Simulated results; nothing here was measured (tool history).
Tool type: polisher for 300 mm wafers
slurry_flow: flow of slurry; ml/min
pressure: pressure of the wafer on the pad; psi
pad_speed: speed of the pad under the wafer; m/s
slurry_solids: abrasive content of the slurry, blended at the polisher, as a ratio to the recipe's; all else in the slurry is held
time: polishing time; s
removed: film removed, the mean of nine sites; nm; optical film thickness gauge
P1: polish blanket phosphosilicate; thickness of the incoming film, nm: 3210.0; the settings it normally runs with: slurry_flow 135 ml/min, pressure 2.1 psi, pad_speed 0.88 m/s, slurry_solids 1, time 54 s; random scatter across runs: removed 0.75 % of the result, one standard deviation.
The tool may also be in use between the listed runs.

run	hour	slurry_flow	pressure	pad_speed	slurry_solids	time	wafers polished on this pad	hours since the slurry nozzle was cleaned	hours since the head pressure was calibrated	hours since the slurry blender was calibrated	hours since the conditioning disc was replaced	removed
1	3.7	135	2.1	0.88	1	54	276	91.7	306.7	178.4	63.7	245.2
2	10.8	170	2.1	0.88	1	54	387	98.8	313.8	185.5	70.8	256.94
3	17.1	135	2.1	0.88	1	54	485	105.1	320.1	191.8	77.1	246.64
4	20.9	135	2.1	0.88	1	54	544	108.9	323.9	195.6	80.9	244.93
5	25	135	2.1	0.88	1	75	608	113	328	199.7	85	347.35
6	29.6	135	2.1	0.88	0.7	54	680	117.6	332.6	204.3	89.6	203.61
7	34.3	135	3	0.88	1	54	753	122.3	337.3	209	94.3	350.52
8	38.7	135	1.1	0.88	1	54	822	126.7	341.7	213.4	98.7	129.46
9	43.4	135	2.1	0.46	1	54	895	131.4	346.4	218.1	103.4	146.85
10	49.4	80	2.1	0.88	1	54	988	137.4	352.4	224.1	109.4	214.49
11	56.6	135	2.1	0.88	1	54	1101	144.6	359.6	231.3	116.6	247.91
12	61	170	2.9	0.88	1	54	1169	149	364	235.7	121	356.93
13	68.5	135	2.1	0.88	1	34	1286	156.5	371.5	243.2	128.5	155.85
14	75.5	135	2.1	0.88	1.5	54	1395	163.5	378.5	250.2	135.5	291.64
15	80.7	135	2.1	1.26	1	54	1477	168.7	383.7	255.4	140.7	327.12

Estimate the outcome of run 16 from the log above:
16	87.4	135	2.1	0.88	1	54	1581	175.4	390.4	262.1	147.4	?

removed: 246.71 nm

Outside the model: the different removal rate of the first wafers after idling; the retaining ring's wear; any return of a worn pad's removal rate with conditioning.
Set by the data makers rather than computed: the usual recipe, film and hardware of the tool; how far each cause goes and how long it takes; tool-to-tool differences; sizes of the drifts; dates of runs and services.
